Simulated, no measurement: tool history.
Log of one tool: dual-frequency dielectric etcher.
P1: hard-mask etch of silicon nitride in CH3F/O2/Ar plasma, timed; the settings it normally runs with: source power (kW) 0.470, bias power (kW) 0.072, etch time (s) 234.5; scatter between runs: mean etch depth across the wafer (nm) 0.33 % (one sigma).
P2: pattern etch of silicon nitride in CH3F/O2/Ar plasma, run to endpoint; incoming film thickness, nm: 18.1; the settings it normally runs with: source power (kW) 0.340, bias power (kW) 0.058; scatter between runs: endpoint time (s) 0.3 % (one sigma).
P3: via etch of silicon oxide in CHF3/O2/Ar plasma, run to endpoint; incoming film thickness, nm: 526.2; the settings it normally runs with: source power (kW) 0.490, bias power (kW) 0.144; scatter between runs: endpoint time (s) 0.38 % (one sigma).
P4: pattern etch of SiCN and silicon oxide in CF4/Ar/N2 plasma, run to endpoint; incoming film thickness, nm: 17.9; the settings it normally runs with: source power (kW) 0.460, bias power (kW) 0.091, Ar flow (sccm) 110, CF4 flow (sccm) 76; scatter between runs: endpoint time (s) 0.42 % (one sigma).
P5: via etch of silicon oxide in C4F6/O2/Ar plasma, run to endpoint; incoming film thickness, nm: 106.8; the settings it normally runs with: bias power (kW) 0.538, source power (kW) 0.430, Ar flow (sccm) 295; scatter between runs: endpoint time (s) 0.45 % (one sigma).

run	hour	process that ran	source power (kW)	bias power (kW)	etch time (s)	Ar flow (sccm)	CF4 flow (sccm)	hours since the last wet clean	hours since the last source power generator calibration	hours since the last bias power generator calibration	mean etch depth across the wafer (nm)	endpoint time (s)
1	16.6	P1	0.470	0.072	234.5			299.4	2526.8	761.5	174.18	
2	31.3	P3	0.490	0.184				314.1	2541.5	776.2		296.550
3	47.1	P1	0.470	0.072	234.5			329.9	2557.3	792.0	173.57	
4	64.0	P4	0.460	0.055		110	76	346.8	2574.2	808.9		21.738
5	73.1	P5	0.600	0.538		295		355.9	2583.3	818.0		19.228
6	90.6	P1	0.470	0.072	234.5			373.4	2600.8	835.5	173.04	
7	101.0	P1	0.470	0.072	234.5			383.8	2611.2	845.9	174.46	
8	118.3	P2	0.340	0.058				401.1	2628.5	863.2		29.268
9	128.5	P1	0.360	0.072	311.0			411.3	2638.7	873.4	208.43	
10	138.0	P1	0.610	0.072	295.5			420.8	2648.2	882.9	241.99	
11	153.1	P1	0.300	0.072	234.5			435.9	2663.3	898.0	146.45	
12	165.4	P5	0.430	0.681		295		448.2	2675.6	910.3		19.796
13	180.1	P1	0.560	0.072	234.5			462.9	2690.3	925.0	186.57	
14	188.9	P4	0.460	0.091		110	95	471.7	2699.1	933.8		17.890
15	203.9	P1	0.470	0.086	234.5			486.7	2714.1	948.8	185.49	
16	221.2	P1	0.470	0.072	168.5			504.0	2731.4	966.1	125.24	
17	235.4	P5	0.430	0.538		295		518.2	2745.6	980.3		21.866
18	247.9	P2	0.340	0.081				530.7	2758.1	992.8		26.128
19	261.4	P1	0.470	0.072	234.5			544.2	2771.6	1006.3	174.80	
20	277.0	P4	0.460	0.091		71	76	559.8	2787.2	1021.9		17.448
21	295.3	P3	0.490	0.144				578.1	2805.5	1040.2		321.390

Estimate the outcome of run 22 from the log above:
22	306.4	P4	0.460	0.091		110	76	589.2	2816.6	1051.3		?

endpoint time (s): 18.391
